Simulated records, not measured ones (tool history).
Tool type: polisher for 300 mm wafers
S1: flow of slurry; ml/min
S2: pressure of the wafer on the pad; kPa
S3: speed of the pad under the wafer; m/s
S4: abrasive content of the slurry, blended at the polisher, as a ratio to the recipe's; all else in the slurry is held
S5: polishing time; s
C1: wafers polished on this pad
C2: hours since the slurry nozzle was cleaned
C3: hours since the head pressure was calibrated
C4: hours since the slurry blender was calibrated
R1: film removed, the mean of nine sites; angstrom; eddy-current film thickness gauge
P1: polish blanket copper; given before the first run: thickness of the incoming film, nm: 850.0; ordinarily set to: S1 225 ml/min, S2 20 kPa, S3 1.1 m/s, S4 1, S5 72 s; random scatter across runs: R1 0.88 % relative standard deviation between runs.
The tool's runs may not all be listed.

run	hour	S1	S2	S3	S4	S5	C1	C2	C3	C4	R1
1	14.8	225	20	1.1	1	72	328	74	321.5	263.8	2657.8
2	28	320	26.2	1.1	1	72	426	87.2	334.7	277	3613.4
3	37.6	225	20	1.1	1	72	496	96.8	344.3	286.6	2668.6
4	47	225	20	1.1	1	32	566	106.2	353.7	296	1191.2
5	61.5	225	13.8	1.1	1	72	673	120.7	368.2	310.5	1841.9
6	72.4	225	20	1.1	1	98	753	131.6	379.1	321.4	3625.1
# hour 86.3: slurry blender recalibrated
7	87.3	225	20	1.1	1	72	863	146.5	394	1.1	2671.3
8	95.2	360	20	1.1	1	72	921	154.4	401.9	9	2762.2
9	105.4	225	25.5	1.1	1	110	996	164.6	412.1	19.2	5166.9
10	113.1	135	20	1.4	1	72	1053	172.3	419.8	26.9	3130.5
11	119.6	225	20	1.1	1	72	1101	178.8	426.3	33.4	2669.8
12	127.7	225	20	1.1	1	72	1161	186.9	434.4	41.5	2701.2
13	141.1	225	20	1.7	1	72	1260	200.3	447.8	54.9	4155.4
14	151.9	225	20	1.1	0.55	72	1339	211.1	458.6	65.7	2396
15	159.8	225	20	1.1	1	72	1397	219	466.5	73.6	2654.7
16	173.5	135	20	1.1	1	72	1499	232.7	480.2	87.3	2449.2
17	184	225	20	0.58	1	72	1576	243.2	490.7	97.8	1401.9
18	196.6	225	20	1.1	1.25	72	1669	255.8	503.3	110.4	2781.4
19	207.5	225	31	1.1	1	72	1749	266.7	514.2	121.3	4153.3
20	218.6	225	20	1.1	1	72	1831	277.8	525.3	132.4	2699.5
21	226.3	225	20	1.1	1	72	1888	285.5	533	140.1	2573.7
22	235.2	225	20	1.1	1	72	1953	294.4	541.9	149	2572.3
23	243.4	225	20	1.1	1	72	2014	302.6	550.1	157.2	2568.4
24	250.7	225	20	1.1	1	72	2068	309.9	557.4	164.5	2482.7
# hour 262.6: worn pad replaced by a new one
25	262.8	225	20	1.1	1	72	1	322	569.5	176.6	2483.2
26	277.7	225	20	1.1	1	72	111	336.9	584.4	191.5	2509.5

What does the tool deliver on the next run?
# hour 283.8: slurry blender recalibrated
27	291.8	225	20	1.1	1	72	215	351	598.5	8.1	?

{"run 27": {"R1": 2498.9}}
